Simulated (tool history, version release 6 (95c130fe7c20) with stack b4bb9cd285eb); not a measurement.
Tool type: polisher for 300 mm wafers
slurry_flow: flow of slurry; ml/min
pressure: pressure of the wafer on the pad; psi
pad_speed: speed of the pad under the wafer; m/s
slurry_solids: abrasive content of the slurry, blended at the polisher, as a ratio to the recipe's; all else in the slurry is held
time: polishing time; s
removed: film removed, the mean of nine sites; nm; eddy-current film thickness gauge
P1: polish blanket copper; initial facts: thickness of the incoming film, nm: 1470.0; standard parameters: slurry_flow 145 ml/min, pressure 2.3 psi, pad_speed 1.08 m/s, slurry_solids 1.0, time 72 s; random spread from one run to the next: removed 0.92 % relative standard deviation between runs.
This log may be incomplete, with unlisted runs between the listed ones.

run	hour	slurry_flow	pressure	pad_speed	slurry_solids	time	wafers polished on this pad	hours since the slurry nozzle was cleaned	hours since the head pressure was calibrated	hours since the slurry blender was calibrated	removed
1	5.1	145	2.3	1.08	1.0	72	500	138.7	645.6	214.1	198.220
2	10.4	145	2.3	1.36	1.0	72	539	144.0	650.9	219.4	247.740
3	15.4	145	1.4	1.08	1.0	72	577	149.0	655.9	224.4	118.670
4	22.6	145	3.6	1.08	1.0	72	630	156.2	663.1	231.6	311.560
5	26.5	145	3.1	1.08	1.0	103	659	160.1	667.0	235.5	378.130
6	31.8	145	2.3	1.08	0.7	100	699	165.4	672.3	240.8	259.340
7	38.2	145	2.3	0.48	1.0	72	747	171.8	678.7	247.2	89.192
# hour 42.4: slurry nozzle cleaned
8	44.0	145	2.3	1.08	1.0	72	790	1.7	684.5	253.0	199.100
9	50.8	145	3.3	1.08	0.8	72	841	8.5	691.3	259.8	267.110
10	58.4	145	2.3	1.08	1.0	105	897	16.1	698.9	267.4	285.480
11	63.8	145	2.3	1.08	1.0	72	937	21.5	704.3	272.8	197.570
12	68.2	145	2.3	1.08	1.0	72	970	25.9	708.7	277.2	198.610
13	74.5	145	2.3	1.08	0.8	72	1017	32.2	715.0	283.5	189.310
14	80.4	145	2.3	1.08	1.0	72	1061	38.1	720.9	289.4	200.990
15	85.2	145	2.3	1.08	1.0	72	1097	42.9	725.7	294.2	198.870

The next listed run, before its measurement:
16	89.6	145	2.3	1.08	1.0	45	1130	47.3	730.1	298.6	?

{"run 16": {"removed": 123.22}}

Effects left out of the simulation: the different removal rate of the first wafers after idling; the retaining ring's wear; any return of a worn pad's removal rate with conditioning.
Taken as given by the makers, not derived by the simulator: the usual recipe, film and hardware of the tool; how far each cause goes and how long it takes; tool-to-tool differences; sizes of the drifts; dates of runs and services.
